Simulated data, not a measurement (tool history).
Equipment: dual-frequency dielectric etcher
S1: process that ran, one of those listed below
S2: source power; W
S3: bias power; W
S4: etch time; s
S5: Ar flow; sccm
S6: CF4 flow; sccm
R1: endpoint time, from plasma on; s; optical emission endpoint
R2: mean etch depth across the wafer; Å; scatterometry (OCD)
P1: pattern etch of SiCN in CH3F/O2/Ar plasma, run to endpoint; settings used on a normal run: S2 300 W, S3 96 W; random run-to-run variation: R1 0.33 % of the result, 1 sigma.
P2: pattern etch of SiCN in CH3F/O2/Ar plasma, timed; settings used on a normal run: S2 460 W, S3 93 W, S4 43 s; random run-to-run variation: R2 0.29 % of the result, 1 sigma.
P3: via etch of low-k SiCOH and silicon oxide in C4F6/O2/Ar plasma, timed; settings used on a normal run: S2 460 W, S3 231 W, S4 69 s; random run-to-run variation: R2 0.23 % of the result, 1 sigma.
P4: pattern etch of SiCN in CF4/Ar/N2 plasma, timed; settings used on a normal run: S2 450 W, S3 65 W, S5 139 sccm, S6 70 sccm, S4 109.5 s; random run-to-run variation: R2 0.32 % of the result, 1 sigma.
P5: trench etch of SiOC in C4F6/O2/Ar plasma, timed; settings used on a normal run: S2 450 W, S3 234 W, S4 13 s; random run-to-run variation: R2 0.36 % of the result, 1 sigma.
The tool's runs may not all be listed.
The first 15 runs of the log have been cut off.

{"run": 16, "hour": 77.2, "S1": "P2", "S2": 460, "S3": 93, "S4": 29, "R2": 121.56}
{"run": 17, "hour": 82.6, "S1": "P2", "S2": 460, "S3": 93, "S4": 43, "R2": 180.85}
{"run": 18, "hour": 85.6, "S1": "P4", "S2": 450, "S3": 65, "S4": 135, "S5": 139, "S6": 70, "R2": 1070.5}
{"run": 19, "hour": 92.1, "S1": "P4", "S2": 300, "S3": 65, "S4": 109.5, "S5": 139, "S6": 70, "R2": 604.84}
{"run": 20, "hour": 98.1, "S1": "P1", "S2": 430, "S3": 129, "R1": 26.256}
{"run": 21, "hour": 102.6, "S1": "P1", "S2": 300, "S3": 96, "R1": 33.359}
{"run": 22, "hour": 109.2, "S1": "P3", "S2": 460, "S3": 231, "S4": 69, "R2": 2016.7}
{"run": 23, "hour": 112.5, "S1": "P1", "S2": 300, "S3": 61, "R1": 39.438}
{"run": 24, "hour": 116.2, "S1": "P4", "S2": 450, "S3": 65, "S4": 109.5, "S5": 139, "S6": 70, "R2": 866.33}
{"run": 25, "hour": 121.0, "S1": "P3", "S2": 630, "S3": 231, "S4": 69, "R2": 2274.4}
{"run": 26, "hour": 126.3, "S1": "P2", "S2": 260, "S3": 93, "S4": 43, "R2": 146.24}
{"run": 27, "hour": 129.5, "S1": "P5", "S2": 450, "S3": 234, "S4": 13, "R2": 305.99}
{"run": 28, "hour": 132.8, "S1": "P1", "S2": 300, "S3": 136, "R1": 29.201}
{"run": 29, "hour": 135.7, "S1": "P2", "S2": 460, "S3": 69, "S4": 43, "R2": 161.53}
{"run": 30, "hour": 141.9, "S1": "P4", "S2": 450, "S3": 65, "S4": 109.5, "S5": 139, "S6": 97, "R2": 907.11}
{"run": 31, "hour": 144.9, "S1": "P5", "S2": 450, "S3": 234, "S4": 19.5, "R2": 461.52}

Run 32 has not been measured yet. What should we expect?
{"run": 32, "hour": 149.6, "S1": "P5", "S2": 450, "S3": 277, "S4": 13, "R2": "?"}

{"run 32": {"R2": 323.72}}
